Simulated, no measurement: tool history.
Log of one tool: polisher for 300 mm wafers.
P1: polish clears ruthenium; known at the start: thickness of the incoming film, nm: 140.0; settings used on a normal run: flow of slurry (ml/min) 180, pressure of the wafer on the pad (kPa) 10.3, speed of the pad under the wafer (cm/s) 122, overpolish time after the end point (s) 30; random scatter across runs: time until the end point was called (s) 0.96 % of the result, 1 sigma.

| run | hour | flow of slurry (ml/min) | pressure of the wafer on the pad (kPa) | speed of the pad under the wafer (cm/s) | overpolish time after the end point (s) | wafers polished on this pad | hours since the slurry nozzle was cleaned | hours since the head pressure was calibrated | time until the end point was called (s) |
|---|---|---|---|---|---|---|---|---|---|
| 1 | 14.5 | 180 | 10.3 | 122 | 30 | 519 | 269.1 | 305.0 | 158.420 |
| 2 | 21.8 | 285 | 10.3 | 122 | 30 | 565 | 276.4 | 312.3 | 152.790 |
| 3 | 37.5 | 180 | 10.3 | 122 | 59 | 665 | 292.1 | 328.0 | 160.270 |
| 4 | 52.3 | 180 | 10.3 | 122 | 30 | 760 | 306.9 | 342.8 | 159.650 |
| 5 | 59.8 | 180 | 10.3 | 54 | 30 | 807 | 314.4 | 350.3 | 358.980 |
| 6 | 72.2 | 265 | 15.9 | 122 | 30 | 886 | 326.8 | 362.7 | 99.209 |
| 7 | 85.6 | 180 | 10.3 | 122 | 30 | 972 | 340.2 | 376.1 | 158.930 |
| 8 | 98.5 | 110 | 13.1 | 122 | 30 | 1054 | 353.1 | 389.0 | 134.960 |
| 9 | 109.3 | 180 | 10.3 | 164 | 30 | 1123 | 363.9 | 399.8 | 119.430 |
| 10 | 119.9 | 180 | 13.1 | 122 | 30 | 1190 | 374.5 | 410.4 | 128.190 |
| 11 | 130.3 | 110 | 10.3 | 122 | 30 | 1257 | 384.9 | 420.8 | 174.800 |
| 12 | 138.6 | 180 | 6.9 | 122 | 30 | 1309 | 393.2 | 429.1 | 237.470 |
| 13 | 146.9 | 180 | 10.3 | 122 | 30 | 1362 | 401.5 | 437.4 | 157.660 |
| 14 | 155.9 | 180 | 10.3 | 122 | 9 | 1420 | 410.5 | 446.4 | 159.700 |

Forecast run 15:
| 15 | 167.8 | 180 | 10.3 | 122 | 30 | 1496 | 422.4 | 458.3 | ? |

time until the end point was called (s): 162.110

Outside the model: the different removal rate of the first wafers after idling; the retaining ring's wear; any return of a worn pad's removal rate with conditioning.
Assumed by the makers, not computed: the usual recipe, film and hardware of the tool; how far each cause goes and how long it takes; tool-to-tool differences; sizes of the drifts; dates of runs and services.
